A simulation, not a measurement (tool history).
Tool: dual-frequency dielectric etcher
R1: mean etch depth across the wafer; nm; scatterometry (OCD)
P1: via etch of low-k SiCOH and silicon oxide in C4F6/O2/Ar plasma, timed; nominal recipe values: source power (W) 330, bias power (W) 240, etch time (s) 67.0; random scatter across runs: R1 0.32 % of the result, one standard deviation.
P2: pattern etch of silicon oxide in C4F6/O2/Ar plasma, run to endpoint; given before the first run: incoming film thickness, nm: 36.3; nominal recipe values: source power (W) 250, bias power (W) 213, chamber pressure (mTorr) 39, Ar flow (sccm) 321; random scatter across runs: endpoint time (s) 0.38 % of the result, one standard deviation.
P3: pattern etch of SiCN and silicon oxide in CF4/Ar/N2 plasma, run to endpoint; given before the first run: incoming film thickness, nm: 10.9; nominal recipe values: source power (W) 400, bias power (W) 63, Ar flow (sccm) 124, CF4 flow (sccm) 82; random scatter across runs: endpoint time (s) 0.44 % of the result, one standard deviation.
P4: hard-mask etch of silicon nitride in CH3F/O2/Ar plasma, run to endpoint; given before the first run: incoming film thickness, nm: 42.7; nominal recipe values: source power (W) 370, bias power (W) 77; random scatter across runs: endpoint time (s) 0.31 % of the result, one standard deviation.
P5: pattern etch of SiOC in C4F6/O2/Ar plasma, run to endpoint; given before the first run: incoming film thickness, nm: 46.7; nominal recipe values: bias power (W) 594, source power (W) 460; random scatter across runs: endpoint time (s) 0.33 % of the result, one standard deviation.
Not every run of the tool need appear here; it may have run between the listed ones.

{"run": 1, "hour": 7.6, "process that ran": "P1", "source power (W)": 330, "bias power (W)": 240, "etch time (s)": 67.0, "R1": 191.84}
{"run": 2, "hour": 12.4, "process that ran": "P1", "source power (W)": 330, "bias power (W)": 240, "etch time (s)": 67.0, "R1": 191.89}
{"run": 3, "hour": 20.1, "process that ran": "P5", "source power (W)": 260, "bias power (W)": 594, "endpoint time (s)": 17.648}
{"run": 4, "hour": 25.8, "process that ran": "P2", "source power (W)": 250, "bias power (W)": 213, "chamber pressure (mTorr)": 39, "Ar flow (sccm)": 383, "endpoint time (s)": 13.584}
{"run": 5, "hour": 31.2, "process that ran": "P4", "source power (W)": 370, "bias power (W)": 77, "endpoint time (s)": 63.083}
{"run": 6, "hour": 34.9, "process that ran": "P1", "source power (W)": 330, "bias power (W)": 240, "etch time (s)": 67.0, "R1": 193.07}
{"run": 7, "hour": 40.8, "process that ran": "P1", "source power (W)": 430, "bias power (W)": 240, "etch time (s)": 67.0, "R1": 212.41}
{"run": 8, "hour": 45.6, "process that ran": "P3", "source power (W)": 520, "bias power (W)": 63, "Ar flow (sccm)": 124, "CF4 flow (sccm)": 82, "endpoint time (s)": 11.554}
{"run": 9, "hour": 50.6, "process that ran": "P1", "source power (W)": 410, "bias power (W)": 320, "etch time (s)": 67.0, "R1": 230.04}
{"run": 10, "hour": 54.6, "process that ran": "P3", "source power (W)": 400, "bias power (W)": 63, "Ar flow (sccm)": 124, "CF4 flow (sccm)": 82, "endpoint time (s)": 14.63}
{"run": 11, "hour": 59.9, "process that ran": "P3", "source power (W)": 400, "bias power (W)": 63, "Ar flow (sccm)": 124, "CF4 flow (sccm)": 49, "endpoint time (s)": 15.967}
{"run": 12, "hour": 67.3, "process that ran": "P5", "source power (W)": 460, "bias power (W)": 594, "endpoint time (s)": 14.354}
{"run": 13, "hour": 74.5, "process that ran": "P2", "source power (W)": 250, "bias power (W)": 152, "chamber pressure (mTorr)": 39, "Ar flow (sccm)": 321, "endpoint time (s)": 14.831}
{"run": 14, "hour": 79.4, "process that ran": "P3", "source power (W)": 400, "bias power (W)": 50, "Ar flow (sccm)": 124, "CF4 flow (sccm)": 82, "endpoint time (s)": 15.868}
{"run": 15, "hour": 83.6, "process that ran": "P1", "source power (W)": 330, "bias power (W)": 240, "etch time (s)": 84.0, "R1": 240.28}
{"run": 16, "hour": 89.0, "process that ran": "P2", "source power (W)": 250, "bias power (W)": 213, "chamber pressure (mTorr)": 49, "Ar flow (sccm)": 321, "endpoint time (s)": 13.682}
{"run": 17, "hour": 96.1, "process that ran": "P1", "source power (W)": 250, "bias power (W)": 283, "etch time (s)": 67.0, "R1": 182.37}
{"run": 18, "hour": 102.9, "process that ran": "P2", "source power (W)": 310, "bias power (W)": 213, "chamber pressure (mTorr)": 39, "Ar flow (sccm)": 321, "endpoint time (s)": 12.182}
{"run": 19, "hour": 108.5, "process that ran": "P2", "source power (W)": 250, "bias power (W)": 213, "chamber pressure (mTorr)": 39, "Ar flow (sccm)": 321, "endpoint time (s)": 13.364}
{"run": 20, "hour": 114.5, "process that ran": "P4", "source power (W)": 370, "bias power (W)": 102, "endpoint time (s)": 56.833}
{"run": 21, "hour": 121.4, "process that ran": "P1", "source power (W)": 330, "bias power (W)": 305, "etch time (s)": 67.0, "R1": 208.45}
{"run": 22, "hour": 127.1, "process that ran": "P1", "source power (W)": 280, "bias power (W)": 240, "etch time (s)": 42.5, "R1": 114.4}
{"run": 23, "hour": 132.1, "process that ran": "P1", "source power (W)": 330, "bias power (W)": 240, "etch time (s)": 67.0, "R1": 191.96}
{"run": 24, "hour": 137.4, "process that ran": "P1", "source power (W)": 330, "bias power (W)": 240, "etch time (s)": 44.0, "R1": 126.42}
{"run": 25, "hour": 143.5, "process that ran": "P3", "source power (W)": 400, "bias power (W)": 63, "Ar flow (sccm)": 172, "CF4 flow (sccm)": 82, "endpoint time (s)": 15.326}
{"run": 26, "hour": 148.2, "process that ran": "P1", "source power (W)": 330, "bias power (W)": 140, "etch time (s)": 67.0, "R1": 161.84}
{"run": 27, "hour": 152.2, "process that ran": "P1", "source power (W)": 330, "bias power (W)": 240, "etch time (s)": 67.0, "R1": 192.23}
{"run": 28, "hour": 158.4, "process that ran": "P3", "source power (W)": 400, "bias power (W)": 63, "Ar flow (sccm)": 124, "CF4 flow (sccm)": 82, "endpoint time (s)": 14.618}
{"run": 29, "hour": 163.1, "process that ran": "P5", "source power (W)": 460, "bias power (W)": 594, "endpoint time (s)": 14.325}
{"run": 30, "hour": 167.3, "process that ran": "P1", "source power (W)": 330, "bias power (W)": 240, "etch time (s)": 67.0, "R1": 191.95}
{"run": 31, "hour": 171.5, "process that ran": "P5", "source power (W)": 460, "bias power (W)": 377, "endpoint time (s)": 16.988}
{"run": 32, "hour": 177.3, "process that ran": "P4", "source power (W)": 370, "bias power (W)": 77, "endpoint time (s)": 62.911}
{"run": 33, "hour": 181.6, "process that ran": "P1", "source power (W)": 220, "bias power (W)": 240, "etch time (s)": 67.0, "R1": 164.23}
{"run": 34, "hour": 188.5, "process that ran": "P4", "source power (W)": 490, "bias power (W)": 77, "endpoint time (s)": 56.577}
{"run": 35, "hour": 192.3, "process that ran": "P1", "source power (W)": 330, "bias power (W)": 240, "etch time (s)": 67.0, "R1": 192.64}
{"run": 36, "hour": 199.3, "process that ran": "P1", "source power (W)": 330, "bias power (W)": 240, "etch time (s)": 67.0, "R1": 190.59}
{"run": 37, "hour": 203.8, "process that ran": "P1", "source power (W)": 330, "bias power (W)": 240, "etch time (s)": 67.0, "R1": 190.23}
{"run": 38, "hour": 209.2, "process that ran": "P1", "source power (W)": 330, "bias power (W)": 240, "etch time (s)": 67.0, "R1": 191.27}
{"run": 39, "hour": 216.1, "process that ran": "P1", "source power (W)": 330, "bias power (W)": 240, "etch time (s)": 67.0, "R1": 189.3}
{"hour": 220.0, "done": "wet clean of the chamber"}
{"run": 40, "hour": 220.4, "process that ran": "P1", "source power (W)": 330, "bias power (W)": 240, "etch time (s)": 67.0, "R1": 188.5}
{"run": 41, "hour": 226.4, "process that ran": "P1", "source power (W)": 330, "bias power (W)": 240, "etch time (s)": 67.0, "R1": 189.32}
{"run": 42, "hour": 233.0, "process that ran": "P1", "source power (W)": 330, "bias power (W)": 240, "etch time (s)": 67.0, "R1": 188.33}
{"run": 43, "hour": 239.4, "process that ran": "P1", "source power (W)": 330, "bias power (W)": 240, "etch time (s)": 67.0, "R1": 189.76}

P1 has crept away from where it was. The log is fitted equally well by each of these 2 causes, at the sizes shown:
A: source power that arrives under what is set, % = 4.16
B: bias power that arrives under what is set, % = 4.69
Onset of the creep was near hour 192.3.
All other causes, with the reason each is excluded:
chamber walls in a state that lowers the etch rate, %: serviced at hour 220.0, which brought nothing back

Below are 4 check runs, each averaged over 3 wafers, with their results shown as question marks. Which of them would give clearly different results depending on which cause is behind the drift?
{"run": "check 1", "hour": 245.8, "process that ran": "P4", "source power (W)": 370, "bias power (W)": 95, "endpoint time (s)": "?"}
{"run": "check 2", "hour": 245.8, "process that ran": "P3", "source power (W)": 400, "bias power (W)": 63, "Ar flow (sccm)": 151, "CF4 flow (sccm)": 82, "endpoint time (s)": "?"}
{"run": "check 3", "hour": 245.8, "process that ran": "P5", "source power (W)": 270, "bias power (W)": 425, "endpoint time (s)": "?"}
{"run": "check 4", "hour": 245.8, "process that ran": "P2", "source power (W)": 250, "bias power (W)": 169, "chamber pressure (mTorr)": 39, "Ar flow (sccm)": 321, "endpoint time (s)": "?"}

How each check would come out, cause by cause:
check=check_1 result=endpoint_time_(s) if_A=59.379 if_B=59.476
check=check_2 result=endpoint_time_(s) if_A=15.671 if_B=15.347
check=check_3 result=endpoint_time_(s) if_A=20.153 if_B=20.196
check=check_4 result=endpoint_time_(s) if_A=14.580 if_B=14.565
Separation of the two closest causes in each check, using whichever result separates them best: check 1 0.16 %; check 2 2.09 %; check 3 0.21 %; check 4 0.1 %
The other checks would show nearly matching results whichever cause is true, so check 2 is the only one that separates the causes.

The results of check 2 are: endpoint time (s) 15.360. Based on these, which of the listed causes is it?

The cause is B: bias power that arrives under what is set, %.

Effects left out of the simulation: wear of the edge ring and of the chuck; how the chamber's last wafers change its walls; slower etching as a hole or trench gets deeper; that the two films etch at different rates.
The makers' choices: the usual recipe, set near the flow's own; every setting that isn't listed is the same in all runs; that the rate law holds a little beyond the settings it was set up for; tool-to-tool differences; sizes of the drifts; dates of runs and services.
